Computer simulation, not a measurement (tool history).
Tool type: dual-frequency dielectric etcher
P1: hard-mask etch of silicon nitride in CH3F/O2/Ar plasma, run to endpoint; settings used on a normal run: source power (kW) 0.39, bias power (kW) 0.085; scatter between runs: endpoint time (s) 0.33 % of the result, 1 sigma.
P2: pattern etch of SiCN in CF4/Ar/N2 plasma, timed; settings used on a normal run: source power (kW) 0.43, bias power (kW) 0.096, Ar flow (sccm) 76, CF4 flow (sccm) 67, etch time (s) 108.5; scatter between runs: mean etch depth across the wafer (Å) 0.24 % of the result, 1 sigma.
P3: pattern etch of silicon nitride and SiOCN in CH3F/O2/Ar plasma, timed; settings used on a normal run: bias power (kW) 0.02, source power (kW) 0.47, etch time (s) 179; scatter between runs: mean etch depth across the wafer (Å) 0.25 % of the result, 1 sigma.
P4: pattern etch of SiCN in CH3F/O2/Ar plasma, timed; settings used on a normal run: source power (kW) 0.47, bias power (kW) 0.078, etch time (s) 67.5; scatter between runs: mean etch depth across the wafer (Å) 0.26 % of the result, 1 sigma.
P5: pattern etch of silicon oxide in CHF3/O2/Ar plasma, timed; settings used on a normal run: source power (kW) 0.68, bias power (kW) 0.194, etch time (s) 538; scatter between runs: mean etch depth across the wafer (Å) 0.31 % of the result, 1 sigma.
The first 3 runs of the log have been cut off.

run,hour,process that ran,source power (kW),bias power (kW),etch time (s),Ar flow (sccm),CF4 flow (sccm),endpoint time (s),mean etch depth across the wafer (Å)
4,13.7,P1,0.55,0.113,,,,53.227,
5,17.1,P3,0.47,0.02,235.5,,,,323.8
6,21.7,P5,0.68,0.194,538,,,,11582
7,26.1,P2,0.43,0.096,108.5,76,67,,1049.8
8,30.7,P1,0.47,0.085,,,,62.814,
9,34.1,P2,0.43,0.071,108.5,76,67,,940.86
10,38.7,P2,0.43,0.096,149,76,67,,1436.4
11,42.5,P1,0.39,0.085,,,,67.056,
12,44.8,P3,0.47,0.02,179,,,,246.09
13,47.5,P2,0.43,0.096,108.5,76,43,,988.3
14,52.3,P1,0.39,0.051,,,,79.952,
15,54.4,P3,0.47,0.013,179,,,,206.77
16,59.2,P1,0.26,0.085,,,,77.864,
17,63.8,P1,0.39,0.085,,,,66.946,
18,66.6,P2,0.43,0.096,108.5,76,67,,1046.3
19,69.6,P4,0.47,0.111,67.5,,,,308.43
20,72.3,P1,0.46,0.054,,,,73.369,
21,75.4,P1,0.39,0.102,,,,62.764,
22,79.2,P1,0.39,0.085,,,,67.205,
23,81.4,P5,0.45,0.194,538,,,,9865.5
24,85.4,P1,0.39,0.085,,,,66.985,

Run 25, settings as shown, results not yet in. Your forecast:
25,89.8,P4,0.28,0.078,67.5,,,,?

mean etch depth across the wafer (Å): 224.02

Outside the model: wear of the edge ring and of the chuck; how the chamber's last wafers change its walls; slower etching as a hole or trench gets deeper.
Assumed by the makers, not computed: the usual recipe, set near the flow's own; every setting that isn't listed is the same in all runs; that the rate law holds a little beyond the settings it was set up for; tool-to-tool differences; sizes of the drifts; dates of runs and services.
